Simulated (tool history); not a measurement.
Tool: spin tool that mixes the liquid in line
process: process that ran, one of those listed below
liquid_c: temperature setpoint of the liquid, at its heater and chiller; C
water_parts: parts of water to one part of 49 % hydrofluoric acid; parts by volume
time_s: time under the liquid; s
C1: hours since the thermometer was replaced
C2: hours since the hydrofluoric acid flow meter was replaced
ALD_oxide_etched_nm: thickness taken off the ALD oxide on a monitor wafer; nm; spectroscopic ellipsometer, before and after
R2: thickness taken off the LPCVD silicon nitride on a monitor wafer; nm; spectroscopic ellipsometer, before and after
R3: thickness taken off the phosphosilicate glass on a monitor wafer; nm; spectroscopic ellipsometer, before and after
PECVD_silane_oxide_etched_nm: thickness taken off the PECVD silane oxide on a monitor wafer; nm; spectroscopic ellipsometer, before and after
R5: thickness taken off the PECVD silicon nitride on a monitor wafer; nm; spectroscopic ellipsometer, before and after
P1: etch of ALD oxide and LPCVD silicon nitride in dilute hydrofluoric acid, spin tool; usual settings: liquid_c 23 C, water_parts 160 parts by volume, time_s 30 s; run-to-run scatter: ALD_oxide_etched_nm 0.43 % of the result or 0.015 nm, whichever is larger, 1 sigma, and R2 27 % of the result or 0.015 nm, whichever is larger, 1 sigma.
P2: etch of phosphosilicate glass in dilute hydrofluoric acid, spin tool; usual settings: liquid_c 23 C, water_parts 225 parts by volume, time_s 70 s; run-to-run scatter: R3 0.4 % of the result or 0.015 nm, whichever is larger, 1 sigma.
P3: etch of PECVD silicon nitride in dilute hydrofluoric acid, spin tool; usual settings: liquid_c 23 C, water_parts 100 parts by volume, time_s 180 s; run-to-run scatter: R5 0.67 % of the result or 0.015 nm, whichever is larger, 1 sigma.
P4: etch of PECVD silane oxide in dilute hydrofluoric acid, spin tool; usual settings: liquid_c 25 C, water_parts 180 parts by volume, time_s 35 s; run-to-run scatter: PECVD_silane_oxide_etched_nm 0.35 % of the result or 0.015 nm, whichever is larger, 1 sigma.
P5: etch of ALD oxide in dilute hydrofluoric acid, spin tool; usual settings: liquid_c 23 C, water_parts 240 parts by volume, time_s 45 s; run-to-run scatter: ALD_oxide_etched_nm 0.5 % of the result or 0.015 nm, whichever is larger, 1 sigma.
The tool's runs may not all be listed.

{"run": 1, "day": 0.725, "process": "P1", "liquid_c": 23, "water_parts": 160, "time_s": 30, "C1": 251.1, "C2": 1107.2, "ALD_oxide_etched_nm": 5.3768, "R2": 0.12746}
{"run": 2, "day": 1.308, "process": "P2", "liquid_c": 23, "water_parts": 405, "time_s": 70, "C1": 265.1, "C2": 1121.2, "R3": 17.732}
{"run": 3, "day": 1.95, "process": "P1", "liquid_c": 23, "water_parts": 160, "time_s": 30, "C1": 280.5, "C2": 1136.6, "ALD_oxide_etched_nm": 5.3122, "R2": 0.069659}
{"run": 4, "day": 2.571, "process": "P1", "liquid_c": 23, "water_parts": 85, "time_s": 60, "C1": 295.4, "C2": 1151.5, "ALD_oxide_etched_nm": 22.203, "R2": 0.19428}
{"run": 5, "day": 2.979, "process": "P4", "liquid_c": 25, "water_parts": 180, "time_s": 35, "C1": 305.2, "C2": 1161.3, "PECVD_silane_oxide_etched_nm": 7.7217}
{"day": 3.079, "done": "thermometer replaced"}
{"run": 6, "day": 3.512, "process": "P2", "liquid_c": 17, "water_parts": 225, "time_s": 70, "C1": 10.5, "C2": 1174.1, "R3": 29.978}
{"run": 7, "day": 4.108, "process": "P3", "liquid_c": 23, "water_parts": 100, "time_s": 345, "C1": 24.8, "C2": 1188.4, "R5": 7.6515}
{"run": 8, "day": 4.446, "process": "P1", "liquid_c": 23, "water_parts": 160, "time_s": 30, "C1": 32.9, "C2": 1196.5, "ALD_oxide_etched_nm": 5.347, "R2": 0.082988}
{"run": 9, "day": 4.988, "process": "P4", "liquid_c": 21.5, "water_parts": 180, "time_s": 35, "C1": 45.9, "C2": 1209.5, "PECVD_silane_oxide_etched_nm": 6.7697}
{"run": 10, "day": 5.45, "process": "P3", "liquid_c": 23, "water_parts": 100, "time_s": 180, "C1": 57, "C2": 1220.6, "R5": 3.982}
{"run": 11, "day": 5.783, "process": "P4", "liquid_c": 25, "water_parts": 180, "time_s": 55, "C1": 65, "C2": 1228.6, "PECVD_silane_oxide_etched_nm": 12.253}
{"run": 12, "day": 6.179, "process": "P2", "liquid_c": 23, "water_parts": 225, "time_s": 25, "C1": 74.5, "C2": 1238.1, "R3": 13.429}
{"run": 13, "day": 6.642, "process": "P1", "liquid_c": 23, "water_parts": 95, "time_s": 30, "C1": 85.6, "C2": 1249.2, "ALD_oxide_etched_nm": 9.7417, "R2": 0.14664}
{"run": 14, "day": 7.175, "process": "P5", "liquid_c": 23, "water_parts": 240, "time_s": 45, "C1": 98.4, "C2": 1262, "ALD_oxide_etched_nm": 5.087}
{"run": 15, "day": 7.621, "process": "P5", "liquid_c": 23, "water_parts": 240, "time_s": 70, "C1": 109.1, "C2": 1272.7, "ALD_oxide_etched_nm": 7.7876}
{"run": 16, "day": 8.292, "process": "P1", "liquid_c": 23, "water_parts": 160, "time_s": 50, "C1": 125.2, "C2": 1288.8, "ALD_oxide_etched_nm": 8.9093, "R2": 0.23021}
{"run": 17, "day": 8.754, "process": "P1", "liquid_c": 26, "water_parts": 160, "time_s": 15, "C1": 136.3, "C2": 1299.9, "ALD_oxide_etched_nm": 2.9662, "R2": 0.095965}
{"run": 18, "day": 9.408, "process": "P5", "liquid_c": 18, "water_parts": 240, "time_s": 45, "C1": 152, "C2": 1315.6, "ALD_oxide_etched_nm": 4.1436}
{"run": 19, "day": 9.825, "process": "P3", "liquid_c": 23, "water_parts": 170, "time_s": 180, "C1": 162, "C2": 1325.6, "R5": 2.3598}
{"run": 20, "day": 10.475, "process": "P1", "liquid_c": 23, "water_parts": 160, "time_s": 30, "C1": 177.6, "C2": 1341.2, "ALD_oxide_etched_nm": 5.2941, "R2": 0.1174}
{"run": 21, "day": 10.825, "process": "P5", "liquid_c": 23, "water_parts": 240, "time_s": 45, "C1": 186, "C2": 1349.6, "ALD_oxide_etched_nm": 5.0066}
{"run": 22, "day": 11.567, "process": "P1", "liquid_c": 17, "water_parts": 160, "time_s": 30, "C1": 203.8, "C2": 1367.4, "ALD_oxide_etched_nm": 4.2082, "R2": 0.050669}
{"run": 23, "day": 12.221, "process": "P1", "liquid_c": 23, "water_parts": 160, "time_s": 30, "C1": 219.5, "C2": 1383.1, "ALD_oxide_etched_nm": 5.3985, "R2": 0.062816}
{"run": 24, "day": 12.808, "process": "P2", "liquid_c": 23, "water_parts": 225, "time_s": 70, "C1": 233.6, "C2": 1397.2, "R3": 37.908}
{"run": 25, "day": 13.575, "process": "P3", "liquid_c": 28.5, "water_parts": 100, "time_s": 180, "C1": 252, "C2": 1415.6, "R5": 5.7182}
{"run": 26, "day": 14.029, "process": "P1", "liquid_c": 23, "water_parts": 260, "time_s": 50, "C1": 262.9, "C2": 1426.5, "ALD_oxide_etched_nm": 4.9417, "R2": 0.092186}
{"run": 27, "day": 14.621, "process": "P1", "liquid_c": 29, "water_parts": 160, "time_s": 30, "C1": 277.1, "C2": 1440.7, "ALD_oxide_etched_nm": 6.7099, "R2": 0.12536}
{"run": 28, "day": 15.358, "process": "P1", "liquid_c": 23, "water_parts": 160, "time_s": 15, "C1": 294.8, "C2": 1458.4, "ALD_oxide_etched_nm": 2.6809, "R2": 0.047323}
{"run": 29, "day": 16.012, "process": "P1", "liquid_c": 23, "water_parts": 235, "time_s": 30, "C1": 310.5, "C2": 1474.1, "ALD_oxide_etched_nm": 3.4121, "R2": 0.10365}
{"run": 30, "day": 16.517, "process": "P5", "liquid_c": 23, "water_parts": 340, "time_s": 45, "C1": 322.6, "C2": 1486.2, "ALD_oxide_etched_nm": 3.2518}
{"run": 31, "day": 16.917, "process": "P1", "liquid_c": 23, "water_parts": 160, "time_s": 30, "C1": 332.2, "C2": 1495.8, "ALD_oxide_etched_nm": 5.3284, "R2": 0.083536}
{"run": 32, "day": 17.35, "process": "P4", "liquid_c": 25, "water_parts": 265, "time_s": 35, "C1": 342.6, "C2": 1506.2, "PECVD_silane_oxide_etched_nm": 4.7993}
{"run": 33, "day": 17.896, "process": "P1", "liquid_c": 23, "water_parts": 160, "time_s": 30, "C1": 355.7, "C2": 1519.3, "ALD_oxide_etched_nm": 5.3849, "R2": 0.10323}
{"run": 34, "day": 18.388, "process": "P1", "liquid_c": 23, "water_parts": 160, "time_s": 30, "C1": 367.5, "C2": 1531.1, "ALD_oxide_etched_nm": 5.2824, "R2": 0.055023}
{"run": 35, "day": 18.862, "process": "P1", "liquid_c": 23, "water_parts": 160, "time_s": 30, "C1": 378.9, "C2": 1542.5, "ALD_oxide_etched_nm": 5.1947, "R2": 0.13296}

Forecast run 36:
{"run": 36, "day": 19.604, "process": "P1", "liquid_c": 23, "water_parts": 160, "time_s": 30, "C1": 396.7, "C2": 1560.3, "ALD_oxide_etched_nm": "?", "R2": "?"}

Run 36 gave ALD_oxide_etched_nm 5.1215 nm, R2 0.092087 nm.

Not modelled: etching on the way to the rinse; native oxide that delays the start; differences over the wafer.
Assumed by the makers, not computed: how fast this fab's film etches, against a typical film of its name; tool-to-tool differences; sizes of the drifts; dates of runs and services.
